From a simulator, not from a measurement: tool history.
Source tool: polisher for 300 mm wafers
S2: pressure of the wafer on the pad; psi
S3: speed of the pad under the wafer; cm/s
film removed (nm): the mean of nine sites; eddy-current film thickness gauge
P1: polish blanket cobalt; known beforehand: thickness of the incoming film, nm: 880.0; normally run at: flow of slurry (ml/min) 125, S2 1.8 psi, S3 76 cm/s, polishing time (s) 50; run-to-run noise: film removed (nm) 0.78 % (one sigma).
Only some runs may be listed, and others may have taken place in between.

run 1 hour=7.1 | flow_of_slurry_(ml/min)=125 S2=1.8 S3=76 polishing_time_(s)=50 | film_removed_(nm)=147.43
run 2 hour=16.5 | flow_of_slurry_(ml/min)=125 S2=1.8 S3=76 polishing_time_(s)=50 | film_removed_(nm)=145.49
run 3 hour=27.4 | flow_of_slurry_(ml/min)=80 S2=1.8 S3=76 polishing_time_(s)=50 | film_removed_(nm)=130.82
run 4 hour=35.2 | flow_of_slurry_(ml/min)=125 S2=1.8 S3=76 polishing_time_(s)=50 | film_removed_(nm)=146.51
run 5 hour=50.1 | flow_of_slurry_(ml/min)=125 S2=1.8 S3=76 polishing_time_(s)=79 | film_removed_(nm)=229.02
run 6 hour=63.2 | flow_of_slurry_(ml/min)=125 S2=1 S3=76 polishing_time_(s)=50 | film_removed_(nm)=80.463
run 7 hour=71.6 | flow_of_slurry_(ml/min)=125 S2=1.8 S3=100 polishing_time_(s)=27 | film_removed_(nm)=103.81
run 8 hour=86.2 | flow_of_slurry_(ml/min)=125 S2=1.8 S3=76 polishing_time_(s)=50 | film_removed_(nm)=145.13
run 9 hour=94.5 | flow_of_slurry_(ml/min)=125 S2=1.8 S3=116 polishing_time_(s)=50 | film_removed_(nm)=221.16
run 10 hour=103.6 | flow_of_slurry_(ml/min)=125 S2=1.8 S3=76 polishing_time_(s)=50 | film_removed_(nm)=145.79
run 11 hour=112.6 | flow_of_slurry_(ml/min)=125 S2=1.8 S3=34 polishing_time_(s)=50 | film_removed_(nm)=66.08
run 12 hour=123.4 | flow_of_slurry_(ml/min)=125 S2=1.8 S3=58 polishing_time_(s)=70 | film_removed_(nm)=156.96
run 13 hour=135 | flow_of_slurry_(ml/min)=125 S2=2.5 S3=76 polishing_time_(s)=50 | film_removed_(nm)=202.7
run 14 hour=145.1 | flow_of_slurry_(ml/min)=125 S2=1.8 S3=76 polishing_time_(s)=50 | film_removed_(nm)=144.43
run 15 hour=159.2 | flow_of_slurry_(ml/min)=165 S2=1.8 S3=76 polishing_time_(s)=50 | film_removed_(nm)=153.11
run 16 hour=166.5 | flow_of_slurry_(ml/min)=125 S2=1.8 S3=100 polishing_time_(s)=66 | film_removed_(nm)=256.13
run 17 hour=179 | flow_of_slurry_(ml/min)=125 S2=1.8 S3=76 polishing_time_(s)=28 | film_removed_(nm)=82.921

Run 18 comes next. What will it give?
-- hour=180.2 worn pad replaced by a new one
run 18 hour=189.8 | flow_of_slurry_(ml/min)=125 S2=1.8 S3=76 polishing_time_(s)=50 | film_removed_(nm)=?

film removed (nm): 146.76

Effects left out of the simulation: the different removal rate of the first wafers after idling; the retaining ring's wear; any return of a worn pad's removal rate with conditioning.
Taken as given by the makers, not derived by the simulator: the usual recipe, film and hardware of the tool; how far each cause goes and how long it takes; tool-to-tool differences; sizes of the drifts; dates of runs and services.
